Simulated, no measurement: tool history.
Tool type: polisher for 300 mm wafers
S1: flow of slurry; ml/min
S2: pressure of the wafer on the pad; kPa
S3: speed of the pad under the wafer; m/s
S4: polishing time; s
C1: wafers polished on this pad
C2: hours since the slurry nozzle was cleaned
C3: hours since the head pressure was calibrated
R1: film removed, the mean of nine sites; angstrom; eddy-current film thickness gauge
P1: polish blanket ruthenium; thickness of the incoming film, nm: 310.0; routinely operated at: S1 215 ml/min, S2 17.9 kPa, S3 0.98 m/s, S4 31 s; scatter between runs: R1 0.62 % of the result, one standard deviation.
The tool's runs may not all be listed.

{"run": 1, "hour": 7.5, "S1": 215, "S2": 17.9, "S3": 0.98, "S4": 31, "C1": 646, "C2": 79.6, "C3": 908.1, "R1": 407.27}
{"run": 2, "hour": 19.8, "S1": 300, "S2": 17.9, "S3": 0.98, "S4": 31, "C1": 771, "C2": 91.9, "C3": 920.4, "R1": 422.59}
{"run": 3, "hour": 29.7, "S1": 215, "S2": 22.8, "S3": 0.98, "S4": 47, "C1": 872, "C2": 101.8, "C3": 930.3, "R1": 779.68}
{"hour": 33.2, "done": "head pressure recalibrated"}
{"run": 4, "hour": 41.7, "S1": 130, "S2": 17.9, "S3": 0.98, "S4": 31, "C1": 995, "C2": 113.8, "C3": 8.5, "R1": 380.6}
{"run": 5, "hour": 52.6, "S1": 215, "S2": 17.9, "S3": 0.98, "S4": 31, "C1": 1106, "C2": 124.7, "C3": 19.4, "R1": 407.23}
{"run": 6, "hour": 60.3, "S1": 215, "S2": 28.3, "S3": 0.98, "S4": 31, "C1": 1185, "C2": 132.4, "C3": 27.1, "R1": 641.14}
{"run": 7, "hour": 72.4, "S1": 215, "S2": 17.9, "S3": 1.5, "S4": 31, "C1": 1308, "C2": 144.5, "C3": 39.2, "R1": 622.58}
{"run": 8, "hour": 83.8, "S1": 215, "S2": 17.9, "S3": 0.98, "S4": 31, "C1": 1425, "C2": 155.9, "C3": 50.6, "R1": 410.17}
{"run": 9, "hour": 92.9, "S1": 215, "S2": 17.9, "S3": 0.98, "S4": 31, "C1": 1517, "C2": 165.0, "C3": 59.7, "R1": 411.97}
{"run": 10, "hour": 101.6, "S1": 215, "S2": 17.9, "S3": 0.98, "S4": 48, "C1": 1606, "C2": 173.7, "C3": 68.4, "R1": 632.67}
{"run": 11, "hour": 108.0, "S1": 215, "S2": 8.3, "S3": 0.98, "S4": 31, "C1": 1671, "C2": 180.1, "C3": 74.8, "R1": 187.37}
{"run": 12, "hour": 114.3, "S1": 215, "S2": 17.9, "S3": 0.98, "S4": 14, "C1": 1736, "C2": 186.4, "C3": 81.1, "R1": 182.99}
{"run": 13, "hour": 123.7, "S1": 215, "S2": 17.9, "S3": 0.48, "S4": 31, "C1": 1832, "C2": 195.8, "C3": 90.5, "R1": 200.27}
{"run": 14, "hour": 129.6, "S1": 215, "S2": 17.9, "S3": 0.98, "S4": 31, "C1": 1892, "C2": 201.7, "C3": 96.4, "R1": 409.59}
{"run": 15, "hour": 136.6, "S1": 215, "S2": 13.1, "S3": 0.98, "S4": 16, "C1": 1963, "C2": 208.7, "C3": 103.4, "R1": 152.07}
{"run": 16, "hour": 144.6, "S1": 215, "S2": 25.5, "S3": 0.98, "S4": 45, "C1": 2045, "C2": 216.7, "C3": 111.4, "R1": 854.5}
{"run": 17, "hour": 153.3, "S1": 215, "S2": 17.9, "S3": 0.98, "S4": 31, "C1": 2134, "C2": 225.4, "C3": 120.1, "R1": 408.86}
{"run": 18, "hour": 162.7, "S1": 215, "S2": 17.9, "S3": 0.98, "S4": 31, "C1": 2230, "C2": 234.8, "C3": 129.5, "R1": 399.19}
{"run": 19, "hour": 174.3, "S1": 215, "S2": 17.9, "S3": 0.98, "S4": 31, "C1": 2348, "C2": 246.4, "C3": 141.1, "R1": 392.93}
{"run": 20, "hour": 183.7, "S1": 215, "S2": 17.9, "S3": 0.98, "S4": 31, "C1": 2444, "C2": 255.8, "C3": 150.5, "R1": 387.19}
{"run": 21, "hour": 195.8, "S1": 215, "S2": 17.9, "S3": 0.98, "S4": 31, "C1": 2567, "C2": 267.9, "C3": 162.6, "R1": 383.72}
{"hour": 198.1, "done": "worn pad replaced by a new one"}
{"run": 22, "hour": 204.0, "S1": 215, "S2": 17.9, "S3": 0.98, "S4": 31, "C1": 60, "C2": 276.1, "C3": 170.8, "R1": 384.42}
{"run": 23, "hour": 210.2, "S1": 215, "S2": 17.9, "S3": 0.98, "S4": 31, "C1": 123, "C2": 282.3, "C3": 177.0, "R1": 379.77}
{"run": 24, "hour": 216.5, "S1": 215, "S2": 17.9, "S3": 0.98, "S4": 31, "C1": 187, "C2": 288.6, "C3": 183.3, "R1": 380.93}

What P1 gives has crept away from where it was. These 2 causes fit the log equally well, each at the size given:
A: head's pressure below its setpoint, % = 6.53
B: slurry flow missing at the pad, % = 35.9
The onset of the drift is placed at about hour 153.3.
All other causes, with the reason each is excluded:
removal rate lost through wear of the pad, %: serviced after onset, at hour 198.1, with no recovery of the prior output

Which of the 4 check runs listed below, each an average over 2 wafers with its results shown as question marks, gives clearly different results under the different listed causes?
{"run": "check 1", "hour": 222.8, "S1": 215, "S2": 24.1, "S3": 0.98, "S4": 31, "R1": "?"}
{"run": "check 2", "hour": 222.8, "S1": 215, "S2": 17.9, "S3": 1.48, "S4": 31, "R1": "?"}
{"run": "check 3", "hour": 222.8, "S1": 215, "S2": 9.7, "S3": 0.98, "S4": 24, "R1": "?"}
{"run": "check 4", "hour": 222.8, "S1": 130, "S2": 17.9, "S3": 0.98, "S4": 45, "R1": "?"}

If the cause were each of the candidates in turn, the checks would give the following:
check=check_1 result=R1 if_A=512.59 if_B=512.64
check=check_2 result=R1 if_A=575.05 if_B=575.12
check=check_3 result=R1 if_A=158.74 if_B=158.75
check=check_4 result=R1 if_A=511.01 if_B=491.44
Separation of the two closest causes in each check, using whichever result separates them best: check 1 0.01 %; check 2 0.01 %; check 3 0.01 %; check 4 3.9 %
Only in check 4 would the causes give clearly different results; in the remaining checks their results would be nearly the same.

The results of check 4 are: R1 489.81 angstrom. Based on these, which of the listed causes is it?

It was cause B: slurry flow missing at the pad, %.

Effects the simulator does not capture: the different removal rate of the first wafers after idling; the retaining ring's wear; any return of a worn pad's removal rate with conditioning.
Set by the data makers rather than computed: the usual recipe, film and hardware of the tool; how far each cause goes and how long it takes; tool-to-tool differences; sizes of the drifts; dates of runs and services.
